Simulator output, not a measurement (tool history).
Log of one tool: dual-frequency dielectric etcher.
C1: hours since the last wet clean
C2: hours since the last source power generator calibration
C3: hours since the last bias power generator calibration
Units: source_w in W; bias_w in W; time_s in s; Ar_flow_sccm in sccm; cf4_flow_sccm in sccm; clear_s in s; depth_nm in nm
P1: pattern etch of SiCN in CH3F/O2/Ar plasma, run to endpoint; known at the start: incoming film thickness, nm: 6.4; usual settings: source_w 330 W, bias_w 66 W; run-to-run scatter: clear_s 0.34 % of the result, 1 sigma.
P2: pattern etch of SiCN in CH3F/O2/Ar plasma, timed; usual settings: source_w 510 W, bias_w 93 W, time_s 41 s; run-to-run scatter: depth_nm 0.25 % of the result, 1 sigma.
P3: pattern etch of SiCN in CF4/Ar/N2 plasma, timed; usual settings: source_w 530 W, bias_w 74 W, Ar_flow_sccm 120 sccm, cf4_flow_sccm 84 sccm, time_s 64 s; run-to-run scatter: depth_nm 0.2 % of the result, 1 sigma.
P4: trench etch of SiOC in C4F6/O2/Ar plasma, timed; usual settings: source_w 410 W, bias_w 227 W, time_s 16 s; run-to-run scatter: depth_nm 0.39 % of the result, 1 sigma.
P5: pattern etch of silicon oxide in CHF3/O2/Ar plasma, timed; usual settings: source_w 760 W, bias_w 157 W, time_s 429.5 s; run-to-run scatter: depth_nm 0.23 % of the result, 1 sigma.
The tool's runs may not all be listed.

Run 1, hour 13: process P1, source_w 330 W, bias_w 66 W; C1 185.8; C2 1881.1; C3 1409.3. Result: clear_s 19.051 s.
Run 2, hour 23.9: process P1, source_w 330 W, bias_w 66 W; C1 196.7; C2 1892; C3 1420.2. Result: clear_s 19.109 s.
Run 3, hour 30.4: process P2, source_w 510 W, bias_w 93 W, time_s 41 s; C1 203.2; C2 1898.5; C3 1426.7. Result: depth_nm 18.278 nm.
Run 4, hour 43: process P2, source_w 510 W, bias_w 93 W, time_s 24.5 s; C1 215.8; C2 1911.1; C3 1439.3. Result: depth_nm 10.884 nm.
Run 5, hour 55.9: process P1, source_w 430 W, bias_w 66 W; C1 228.7; C2 1924; C3 1452.2. Result: clear_s 17.467 s.
Run 6, hour 64.5: process P3, source_w 530 W, bias_w 90 W, time_s 64 s, Ar_flow_sccm 120 sccm, cf4_flow_sccm 84 sccm; C1 237.3; C2 1932.6; C3 1460.8. Result: depth_nm 68.957 nm.
Run 7, hour 77.8: process P3, source_w 530 W, bias_w 74 W, time_s 64 s, Ar_flow_sccm 120 sccm, cf4_flow_sccm 84 sccm; C1 250.6; C2 1945.9; C3 1474.1. Result: depth_nm 64.375 nm.
Run 8, hour 91.3: process P2, source_w 720 W, bias_w 93 W, time_s 41 s; C1 264.1; C2 1959.4; C3 1487.6. Result: depth_nm 20.868 nm.
Run 9, hour 98.3: process P1, source_w 380 W, bias_w 85 W; C1 271.1; C2 1966.4; C3 1494.6. Result: clear_s 16.655 s.
Run 10, hour 107.1: process P5, source_w 760 W, bias_w 157 W, time_s 429.5 s; C1 279.9; C2 1975.2; C3 1503.4. Result: depth_nm 879.69 nm.
Run 11, hour 117.7: process P2, source_w 510 W, bias_w 128 W, time_s 41 s; C1 290.5; C2 1985.8; C3 1514. Result: depth_nm 20.707 nm.
Run 12, hour 124.1: process P1, source_w 330 W, bias_w 81 W; C1 296.9; C2 1992.2; C3 1520.4. Result: clear_s 17.869 s.
Run 13, hour 130.7: process P5, source_w 760 W, bias_w 157 W, time_s 632.5 s; C1 303.5; C2 1998.8; C3 1527. Result: depth_nm 1298.1 nm.
Run 14, hour 140.4: process P1, source_w 330 W, bias_w 66 W; C1 313.2; C2 2008.5; C3 1536.7. Result: clear_s 19.234 s.
Run 15, hour 148.4: process P1, source_w 330 W, bias_w 66 W; C1 321.2; C2 2016.5; C3 1544.7. Result: clear_s 19.281 s.
Run 16, hour 154.9: process P3, source_w 530 W, bias_w 74 W, time_s 64 s, Ar_flow_sccm 75 sccm, cf4_flow_sccm 84 sccm; C1 327.7; C2 2023; C3 1551.2. Result: depth_nm 68.619 nm.
Run 17, hour 169.2: process P5, source_w 620 W, bias_w 157 W, time_s 429.5 s; C1 342; C2 2037.3; C3 1565.5. Result: depth_nm 816.56 nm.
Run 18, hour 183.3: process P3, source_w 530 W, bias_w 74 W, time_s 47 s, Ar_flow_sccm 120 sccm, cf4_flow_sccm 84 sccm; C1 356.1; C2 2051.4; C3 1579.6. Result: depth_nm 47.211 nm.
Run 19, hour 197.3: process P1, source_w 330 W, bias_w 46 W; C1 370.1; C2 2065.4; C3 1593.6. Result: clear_s 21.621 s.
Run 20, hour 207.6: process P1, source_w 330 W, bias_w 66 W; C1 380.4; C2 2075.7; C3 1603.9. Result: clear_s 19.17 s.
Run 21, hour 214.9: process P4, source_w 410 W, bias_w 227 W, time_s 20.5 s; C1 387.7; C2 2083; C3 1611.2. Result: depth_nm 46.885 nm.
Run 22, hour 227.7: process P5, source_w 760 W, bias_w 157 W, time_s 429.5 s; C1 400.5; C2 2095.8; C3 1624. Result: depth_nm 880.19 nm.
Run 23, hour 237.1: process P1, source_w 210 W, bias_w 85 W; C1 409.9; C2 2105.2; C3 1633.4. Result: clear_s 20.872 s.
Run 24, hour 248.6: process P1, source_w 240 W, bias_w 66 W; C1 421.4; C2 2116.7; C3 1644.9. Result: clear_s 21.595 s.
Run 25, hour 256.8: process P4, source_w 410 W, bias_w 227 W, time_s 16 s; C1 429.6; C2 2124.9; C3 1653.1. Result: depth_nm 36.354 nm.
Run 26, hour 265.2: process P3, source_w 530 W, bias_w 74 W, time_s 64 s, Ar_flow_sccm 120 sccm, cf4_flow_sccm 106 sccm; C1 438; C2 2133.3; C3 1661.5. Result: depth_nm 66.495 nm.
Run 27, hour 273.2: process P4, source_w 410 W, bias_w 310 W, time_s 16 s; C1 446; C2 2141.3; C3 1669.5. Result: depth_nm 40.88 nm.
Run 28, hour 281.4: process P3, source_w 310 W, bias_w 74 W, time_s 64 s, Ar_flow_sccm 120 sccm, cf4_flow_sccm 84 sccm; C1 454.2; C2 2149.5; C3 1677.7. Result: depth_nm 40.196 nm.
Run 29, hour 295.3: process P1, source_w 330 W, bias_w 66 W; C1 468.1; C2 2163.4; C3 1691.6. Result: clear_s 19.188 s.
Run 30, hour 306.2: process P1, source_w 330 W, bias_w 66 W; C1 479; C2 2174.3; C3 1702.5. Result: clear_s 19.314 s.
Run 31, hour 312.7: process P4, source_w 510 W, bias_w 227 W, time_s 16 s; C1 485.5; C2 2180.8; C3 1709. Result: depth_nm 39.745 nm.
Run 32, hour 325.1: process P5, source_w 760 W, bias_w 219 W, time_s 429.5 s; C1 497.9; C2 2193.2; C3 1721.4. Result: depth_nm 984.55 nm.
Run 33, hour 337.6: process P2, source_w 510 W, bias_w 93 W, time_s 41 s; C1 510.4; C2 2205.7; C3 1733.9. Result: depth_nm 18.343 nm.
Run 34, hour 350.2: process P3, source_w 530 W, bias_w 74 W, time_s 64 s, Ar_flow_sccm 120 sccm, cf4_flow_sccm 84 sccm; C1 523; C2 2218.3; C3 1746.5. Result: depth_nm 64.466 nm.
Run 35, hour 364.7: process P1, source_w 330 W, bias_w 66 W; C1 537.5; C2 2232.8; C3 1761. Result: clear_s 19.163 s.
Run 36, hour 372.9: process P1, source_w 330 W, bias_w 66 W; C1 545.7; C2 2241; C3 1769.2. Result: clear_s 19.083 s.
Run 37, hour 380.7: process P1, source_w 330 W, bias_w 66 W; C1 553.5; C2 2248.8; C3 1777. Result: clear_s 18.981 s.
Run 38, hour 391.5: process P1, source_w 330 W, bias_w 66 W; C1 564.3; C2 2259.6; C3 1787.8. Result: clear_s 18.963 s.
Run 39, hour 404.9: process P1, source_w 330 W, bias_w 66 W; C1 577.7; C2 2273; C3 1801.2. Result: clear_s 18.92 s.
Run 40, hour 415.1: process P1, source_w 330 W, bias_w 66 W; C1 587.9; C2 2283.2; C3 1811.4. Result: clear_s 18.882 s.
At hour 420.5: wet clean of the chamber.
Run 41, hour 424.8: process P1, source_w 330 W, bias_w 66 W; C1 4.4; C2 2292.9; C3 1821.1. Result: clear_s 18.974 s.
Run 42, hour 432.1: process P1, source_w 330 W, bias_w 66 W; C1 11.7; C2 2300.2; C3 1828.4. Result: clear_s 18.996 s.
Run 43, hour 445.3: process P1, source_w 330 W, bias_w 66 W; C1 24.9; C2 2313.4; C3 1841.6. Result: clear_s 18.981 s.

What P1 gives has crept away from where it was. These 2 causes fit the log equally well, each at the size given:
A: source power that arrives over what is set, % = 4.61
B: bias power that arrives over what is set, % = 4.91
The creep began at about hour 364.7.
Why every other cause is out:
chamber walls in a state that raises the etch rate, %: serviced at hour 420.5, which brought nothing back

4 check runs are offered, one wafer each, their results left as question marks. Which one tells the causes apart?
Run check 1, hour 458.5: process P5, source_w 760 W, bias_w 157 W, time_s 429.5 s. Result: depth_nm ?.
Run check 2, hour 458.5: process P3, source_w 530 W, bias_w 74 W, time_s 64 s, Ar_flow_sccm 120 sccm, cf4_flow_sccm 84 sccm. Result: depth_nm ?.
Run check 3, hour 458.5: process P4, source_w 410 W, bias_w 227 W, time_s 16 s. Result: depth_nm ?.
Run check 4, hour 458.5: process P2, source_w 510 W, bias_w 93 W, time_s 41 s. Result: depth_nm ?.

What each check would give under each cause:
  check    result    if A    if B
check 1  depth_nm  898.58  896.77
check 2  depth_nm  66.973  65.449
check 3  depth_nm  37.082  37.031
check 4  depth_nm   18.62  18.636
How far apart the two closest causes lie, in the result that separates them most: check 1 0.2 %; check 2 2.3 %; check 3 0.14 %; check 4 0.09 %
Check 2 tells the causes apart: in the others they would give nearly the same result.

Then check 2 was run and gave: depth_nm 66.922 nm. Which cause is it?

It is A: source power that arrives over what is set, %.
